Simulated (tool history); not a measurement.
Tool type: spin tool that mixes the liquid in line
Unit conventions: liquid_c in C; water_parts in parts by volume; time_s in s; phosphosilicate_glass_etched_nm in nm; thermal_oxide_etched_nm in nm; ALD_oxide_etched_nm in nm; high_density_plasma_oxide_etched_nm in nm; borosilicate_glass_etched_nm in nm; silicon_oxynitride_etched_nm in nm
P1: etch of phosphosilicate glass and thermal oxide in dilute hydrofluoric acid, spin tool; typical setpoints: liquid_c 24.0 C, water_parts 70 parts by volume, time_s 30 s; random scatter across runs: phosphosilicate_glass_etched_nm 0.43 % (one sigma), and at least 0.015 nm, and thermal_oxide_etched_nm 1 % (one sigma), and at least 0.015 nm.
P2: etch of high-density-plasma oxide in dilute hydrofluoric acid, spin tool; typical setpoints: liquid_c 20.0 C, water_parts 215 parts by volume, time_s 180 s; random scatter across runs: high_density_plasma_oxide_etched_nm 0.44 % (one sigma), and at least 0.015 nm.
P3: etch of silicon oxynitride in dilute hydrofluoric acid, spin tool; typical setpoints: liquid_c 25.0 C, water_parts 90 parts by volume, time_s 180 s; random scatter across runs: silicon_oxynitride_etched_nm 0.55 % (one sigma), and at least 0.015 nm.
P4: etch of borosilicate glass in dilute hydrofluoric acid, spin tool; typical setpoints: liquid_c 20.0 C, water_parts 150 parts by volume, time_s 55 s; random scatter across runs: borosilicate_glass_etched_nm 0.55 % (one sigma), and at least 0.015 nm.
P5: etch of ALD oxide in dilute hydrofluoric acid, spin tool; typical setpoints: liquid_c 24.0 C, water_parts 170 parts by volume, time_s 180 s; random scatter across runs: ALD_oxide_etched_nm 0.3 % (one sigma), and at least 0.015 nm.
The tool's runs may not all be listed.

run   hour  process  liquid_c  water_parts  time_s  hours since the thermometer was replaced  hours since the hydrofluoric acid flow meter was replaced  phosphosilicate_glass_etched_nm  thermal_oxide_etched_nm  ALD_oxide_etched_nm  high_density_plasma_oxide_etched_nm  borosilicate_glass_etched_nm  silicon_oxynitride_etched_nm
  1    9.8       P1      24.0           70      30                                     388.7                                                      708.6                           91.271                   2.2860
  2   18.2       P5      24.0          170     180                                     397.1                                                      717.0                                                                        12.0050
  3   25.7       P2      20.0          215     180                                     404.6                                                      724.5                                                                                                              4.5031
  4   30.1       P4      20.0          150      55                                     409.0                                                      728.9                                                                                                                                            7.6685
  5   38.5       P3      25.0           90     180                                     417.4                                                      737.3                                                                                                                                                                          6.4871
  6   43.2       P2      20.0          215      95                                     422.1                                                      742.0                                                                                                              2.3931
  7   49.8       P5      24.0          170     180                                     428.7                                                      748.6                                                                        12.0090
  8   58.3       P1      24.0           20      30                                     437.2                                                      757.1                          341.430                   8.4942
  9   63.3       P2      27.5          215     180                                     442.2                                                      762.1                                                                                                              5.9683
 10   72.9       P3      25.0           90     180                                     451.8                                                      771.7                                                                                                                                                                          6.5585
 11   80.0       P1      24.0           70      30                                     458.9                                                      778.8                           91.526                   2.2868
 12   85.5       P1      24.0          100      30                                     464.4                                                      784.3                           61.611                   1.5568
 13   92.9       P4      20.0          150      20                                     471.8                                                      791.7                                                                                                                                            2.7676
 14  102.6       P1      24.0           70      30                                     481.5                                                      801.4                           91.444                   2.2960
 15  109.6       P3      25.0           90     340                                     488.5                                                      808.4                                                                                                                                                                         12.3360
 16  119.4       P4      28.0          150      55                                     498.3                                                      818.2                                                                                                                                           10.2810
 17  124.9       P1      24.0           70      30                                     503.8                                                      823.7                           90.794                   2.2752
 18  129.8       P3      17.5           90     180                                     508.7                                                      828.6                                                                                                                                                                          4.5495
 19  138.3       P5      24.0          240     180                                     517.2                                                      837.1                                                                         7.8922
 20  145.0       P2      20.0          395     180                                     523.9                                                      843.8                                                                                                              2.0912
 21  151.1       P1      17.0           70      50                                     530.0                                                      849.9                          113.350                   2.8401
 22  157.3       P1      30.0           95      30                                     536.2                                                      856.1                           81.758                   2.1040
 23  167.3       P1      24.0           70      30                                     546.2                                                      866.1                           90.312                   2.2521
 24  176.3       P1      28.5           70      30                                     555.2                                                      875.1                          109.430                   2.7095
 25  185.4       P1      24.0           70      60                                     564.3                                                      884.2                          182.600                   4.4743
 26  192.1       P3      25.0          165     180                                     571.0                                                      890.9                                                                                                                                                                          3.2977
 27  200.3       P5      24.0          170     290                                     579.2                                                      899.1                                                                        19.2770
 28  207.9       P1      24.0           70      15                                     586.8                                                      906.7                           45.590                   1.1476
     209.2  -- hydrofluoric acid flow meter replaced
 29  214.9       P5      17.0          170     180                                     593.8                                                        5.8                                                                         9.0925
 30  219.8       P4      20.0           30      55                                     598.7                                                       10.7                                                                                                                                           44.0600
 31  227.0       P1      19.5           70      30                                     605.9                                                       17.9                           75.775                   1.8751
 32  235.3       P1      24.0           70      30                                     614.2                                                       26.2                           91.470                   2.2663
 33  240.2       P1      24.0           70      30                                     619.1                                                       31.1                           94.395                   2.2935
 34  250.0       P1      24.0           70      30                                     628.9                                                       40.9                           98.316                   2.4201
 35  255.4       P1      24.0           70      30                                     634.3                                                       46.3                           99.110                   2.4334
 36  261.1       P1      24.0           70      30                                     640.0                                                       52.0                           97.939                   2.4737
 37  267.2       P1      24.0           70      30                                     646.1                                                       58.1                           99.113                   2.4548
 38  274.7       P1      24.0           70      30                                     653.6                                                       65.6                           98.885                   2.4904

P1 no longer gives what it gave before; its output has crept away from where it was. The following 2 causes, each at its listed size, fit the log equally well:
A: liquid hotter than its thermometer reads (K) = 2.15
B: hydrofluoric acid flow above the setpoint (%) = 8.25
Creep in the process output first set in at about hour 235.3.

4 check runs are offered, each on 2 wafers whose results are averaged, their results left as question marks. Which one tells the causes apart?
check 1  282.2       P5      17.0          170     180                                                                                                                                                                                   ?
check 2  282.2       P2      26.0          370     180                                                                                                                                                                                                                        ?
check 3  282.2       P3      25.0          150     180                                                                                                                                                                                                                                                                                    ?
check 4  282.2       P4      27.0           80      55                                                                                                                                                                                                                                                      ?

If the cause were each of the candidates in turn, the checks would give the following:
  check                               result     if A     if B
check 1                  ALD_oxide_etched_nm   9.9325   9.9868
check 2  high_density_plasma_oxide_etched_nm   3.0024   3.1174
check 3         silicon_oxynitride_etched_nm   4.0776   4.0451
check 4         borosilicate_glass_etched_nm  22.2720  22.3660
Distance between the nearest two causes, measured in the result of the check that separates them most: check 1 0.54 %; check 2 3.76 %; check 3 0.8 %; check 4 0.42 %
The causes can be told apart only by check 2. The other checks would give nearly the same results under each of them.

Check 2 was carried out, with these results: high_density_plasma_oxide_etched_nm 3.0045 nm. Which of the listed causes is responsible?

It was cause A: liquid hotter than its thermometer reads (K).

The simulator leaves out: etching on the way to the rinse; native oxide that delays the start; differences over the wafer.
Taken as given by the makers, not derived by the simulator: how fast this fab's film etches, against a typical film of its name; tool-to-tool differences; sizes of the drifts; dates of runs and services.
